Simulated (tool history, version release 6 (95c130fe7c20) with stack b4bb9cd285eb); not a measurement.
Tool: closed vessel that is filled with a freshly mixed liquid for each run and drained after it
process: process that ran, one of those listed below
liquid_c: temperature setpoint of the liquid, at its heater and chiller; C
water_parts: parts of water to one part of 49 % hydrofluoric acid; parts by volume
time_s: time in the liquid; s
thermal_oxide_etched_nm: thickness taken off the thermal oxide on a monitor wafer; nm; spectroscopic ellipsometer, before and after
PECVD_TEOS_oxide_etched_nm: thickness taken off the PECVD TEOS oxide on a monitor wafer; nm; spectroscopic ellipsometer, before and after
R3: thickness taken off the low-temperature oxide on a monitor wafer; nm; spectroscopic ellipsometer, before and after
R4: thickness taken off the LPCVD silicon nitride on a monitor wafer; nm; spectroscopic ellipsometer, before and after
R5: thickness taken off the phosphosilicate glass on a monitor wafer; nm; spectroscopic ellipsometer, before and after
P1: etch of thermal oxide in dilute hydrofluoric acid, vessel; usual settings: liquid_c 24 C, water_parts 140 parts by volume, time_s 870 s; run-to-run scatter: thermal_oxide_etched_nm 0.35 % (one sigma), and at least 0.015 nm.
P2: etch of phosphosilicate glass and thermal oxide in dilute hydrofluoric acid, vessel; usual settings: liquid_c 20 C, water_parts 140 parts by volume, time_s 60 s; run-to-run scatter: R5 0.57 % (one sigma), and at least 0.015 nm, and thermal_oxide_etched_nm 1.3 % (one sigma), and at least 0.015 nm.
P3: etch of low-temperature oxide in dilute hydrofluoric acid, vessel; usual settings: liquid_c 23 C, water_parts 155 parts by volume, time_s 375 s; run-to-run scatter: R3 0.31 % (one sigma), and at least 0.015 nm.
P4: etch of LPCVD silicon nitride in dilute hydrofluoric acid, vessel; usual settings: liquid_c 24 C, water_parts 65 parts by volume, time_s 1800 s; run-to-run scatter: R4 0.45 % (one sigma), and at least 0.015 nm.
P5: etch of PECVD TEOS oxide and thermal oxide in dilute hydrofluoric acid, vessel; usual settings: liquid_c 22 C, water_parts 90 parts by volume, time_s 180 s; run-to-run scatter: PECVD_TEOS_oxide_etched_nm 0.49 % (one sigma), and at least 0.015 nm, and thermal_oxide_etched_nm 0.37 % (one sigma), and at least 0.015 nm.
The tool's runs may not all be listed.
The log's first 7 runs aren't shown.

{"run": 8, "day": 1.888, "process": "P1", "liquid_c": 24, "water_parts": 140, "time_s": 870, "thermal_oxide_etched_nm": 26.345}
{"run": 9, "day": 2.129, "process": "P3", "liquid_c": 23, "water_parts": 155, "time_s": 375, "R3": 32.233}
{"run": 10, "day": 2.371, "process": "P1", "liquid_c": 24, "water_parts": 140, "time_s": 870, "thermal_oxide_etched_nm": 26.509}
{"run": 11, "day": 2.583, "process": "P5", "liquid_c": 22, "water_parts": 35, "time_s": 180, "thermal_oxide_etched_nm": 23.756, "PECVD_TEOS_oxide_etched_nm": 115.99}
{"run": 12, "day": 2.875, "process": "P1", "liquid_c": 24, "water_parts": 140, "time_s": 870, "thermal_oxide_etched_nm": 26.284}
{"run": 13, "day": 3.125, "process": "P1", "liquid_c": 24, "water_parts": 140, "time_s": 1450, "thermal_oxide_etched_nm": 43.898}
{"run": 14, "day": 3.362, "process": "P4", "liquid_c": 24, "water_parts": 65, "time_s": 750, "R4": 4.9319}
{"run": 15, "day": 3.508, "process": "P2", "liquid_c": 20, "water_parts": 140, "time_s": 60, "thermal_oxide_etched_nm": 1.7082, "R5": 33.593}
{"run": 16, "day": 3.717, "process": "P1", "liquid_c": 24, "water_parts": 140, "time_s": 870, "thermal_oxide_etched_nm": 26.348}
{"run": 17, "day": 3.879, "process": "P2", "liquid_c": 26.5, "water_parts": 140, "time_s": 60, "thermal_oxide_etched_nm": 2.24, "R5": 42.823}
{"run": 18, "day": 4.083, "process": "P1", "liquid_c": 18.5, "water_parts": 140, "time_s": 870, "thermal_oxide_etched_nm": 21.214}
{"run": 19, "day": 4.325, "process": "P4", "liquid_c": 24, "water_parts": 65, "time_s": 1800, "R4": 11.788}
{"run": 20, "day": 4.533, "process": "P3", "liquid_c": 23, "water_parts": 235, "time_s": 375, "R3": 19.466}
{"run": 21, "day": 4.817, "process": "P1", "liquid_c": 24, "water_parts": 140, "time_s": 870, "thermal_oxide_etched_nm": 26.378}
{"run": 22, "day": 5.033, "process": "P4", "liquid_c": 24, "water_parts": 105, "time_s": 1800, "R4": 7.2932}
{"run": 23, "day": 5.167, "process": "P1", "liquid_c": 24, "water_parts": 55, "time_s": 1515, "thermal_oxide_etched_nm": 129.55}

Forecast run 24:
{"run": 24, "day": 5.35, "process": "P3", "liquid_c": 23, "water_parts": 155, "time_s": 540, "R3": "?"}

Run 24 gave R3 46.166 nm.
